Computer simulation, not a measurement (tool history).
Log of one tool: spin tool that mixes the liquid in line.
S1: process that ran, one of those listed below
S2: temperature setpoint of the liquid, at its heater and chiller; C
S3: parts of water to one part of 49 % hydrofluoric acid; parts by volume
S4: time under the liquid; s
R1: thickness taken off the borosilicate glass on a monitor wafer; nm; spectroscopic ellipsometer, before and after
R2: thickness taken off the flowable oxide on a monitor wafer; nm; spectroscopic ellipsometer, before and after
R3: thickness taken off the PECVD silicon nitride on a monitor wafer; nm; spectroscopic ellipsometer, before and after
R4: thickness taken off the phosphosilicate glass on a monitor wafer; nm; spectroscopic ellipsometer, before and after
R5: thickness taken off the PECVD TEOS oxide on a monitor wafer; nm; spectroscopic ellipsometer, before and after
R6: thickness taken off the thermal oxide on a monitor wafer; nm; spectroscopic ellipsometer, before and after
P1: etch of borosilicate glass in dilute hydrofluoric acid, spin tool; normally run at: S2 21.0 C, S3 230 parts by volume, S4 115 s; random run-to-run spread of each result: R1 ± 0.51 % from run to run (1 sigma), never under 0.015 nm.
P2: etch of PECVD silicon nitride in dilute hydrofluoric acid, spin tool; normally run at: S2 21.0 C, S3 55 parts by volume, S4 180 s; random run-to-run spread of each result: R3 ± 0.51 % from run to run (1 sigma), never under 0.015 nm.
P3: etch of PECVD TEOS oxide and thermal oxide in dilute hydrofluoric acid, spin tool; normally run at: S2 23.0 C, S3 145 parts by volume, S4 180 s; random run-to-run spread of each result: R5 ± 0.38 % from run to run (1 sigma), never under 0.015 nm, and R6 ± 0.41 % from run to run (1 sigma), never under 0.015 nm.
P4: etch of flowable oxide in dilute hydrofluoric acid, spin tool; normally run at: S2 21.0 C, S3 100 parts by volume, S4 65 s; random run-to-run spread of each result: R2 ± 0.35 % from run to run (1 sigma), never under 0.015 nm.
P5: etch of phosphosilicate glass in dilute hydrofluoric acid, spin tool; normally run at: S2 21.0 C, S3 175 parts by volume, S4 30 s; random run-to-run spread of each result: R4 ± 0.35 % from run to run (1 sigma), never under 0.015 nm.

run	day	S1	S2	S3	S4	R1	R2	R3	R4	R5	R6
1	0.408	P1	21.0	230	115	6.9453					
2	0.754	P1	21.0	230	115	7.0357					
3	1.075	P1	21.0	65	115	29.6100					
4	1.425	P4	21.0	100	65		33.9650				
5	1.642	P1	17.0	230	115	6.0692					
6	2.050	P1	21.0	230	115	7.0112					
7	2.283	P1	21.0	375	115	3.7307					
8	2.729	P1	21.0	230	115	6.9792					
9	2.950	P1	28.5	230	115	9.1869					
10	3.233	P2	29.0	55	180			12.98100			
11	3.621	P5	21.0	75	30				33.533		
12	3.954	P1	21.0	230	45	2.7280					
13	4.350	P2	21.0	55	180			7.67120			
14	4.617	P4	21.0	100	15		7.8033				
15	5.046	P5	21.0	175	50				21.477		
16	5.425	P2	21.0	80	180			5.29930			
17	5.821	P1	21.0	230	215	13.0580					
18	6.108	P1	21.0	110	195	27.9590					
19	6.333	P4	29.0	100	65		46.4860				
20	6.700	P3	23.0	145	15					1.5173	0.46898
21	7.121	P3	23.0	145	180					18.2290	5.29430
# day 7.346: hydrofluoric acid flow meter replaced
22	7.429	P5	21.0	175	30				12.929		
23	7.825	P1	21.0	230	115	7.0039					
24	8.133	P4	21.0	170	65		18.3760				
25	8.392	P1	21.0	230	115	7.0276					
26	8.800	P5	21.0	175	30				12.887		
27	9.246	P3	29.5	145	180					23.3600	6.81380
28	9.479	P5	26.5	175	30				15.895		
29	9.804	P4	21.0	100	65		33.9100				
30	10.250	P2	21.0	55	15			0.63584			
31	10.675	P3	23.0	35	180					87.0210	25.24000
32	10.904	P1	21.0	230	115	7.0028					
33	11.146	P1	21.0	230	115	6.8809					
34	11.575	P1	21.0	230	115	6.7247					
35	11.988	P1	21.0	230	115	6.6672					
36	12.292	P1	21.0	230	115	6.6138					
37	12.588	P1	21.0	230	115	6.5790					
38	12.912	P1	21.0	230	115	6.5685					
39	13.221	P1	21.0	230	115	6.4963					
40	13.612	P1	21.0	230	115	6.5195					
41	13.896	P1	21.0	230	115	6.5466					

The log shows P1 creeping away from where it was. Any of the 2 causes listed here, at the size stated for it, fits the log just as well as the others:
A: hydrofluoric acid flow below the setpoint (%) = 5.77
B: liquid colder than its thermometer reads (K) = 1.93
The process output started creeping at around day 10.904.

Of the 4 check runs listed below, each run on one wafer and each result written as a question mark, which would let you distinguish the listed causes because they would give clearly different results?
check 1	14.179	P4	21.0	130	15		?				
check 2	14.179	P3	23.0	90	15					?	?
check 3	14.179	P2	29.0	55	70			?			
check 4	14.179	P5	25.0	175	40				?		

What every check run would give for each of its results, assuming each possible cause in turn:
check	result	if A	if B
check 1	R2	5.4420	5.3897
check 2	R5	2.4518	2.4219
check 2	R6	0.71296	0.70426
check 3	R3	4.78050	4.47040
check 4	R4	18.587	18.568
Distance between the nearest two causes, measured in the result of the check that separates them most: check 1 0.96 %; check 2 1.23 %; check 3 6.71 %; check 4 0.1 %
Check 3 is the one run that separates the causes; every other check would come out nearly the same whichever cause is at work.

Running check 3 produced the following: R3 4.78430 nm. Which one of the listed causes fits?

It is A: hydrofluoric acid flow below the setpoint (%).
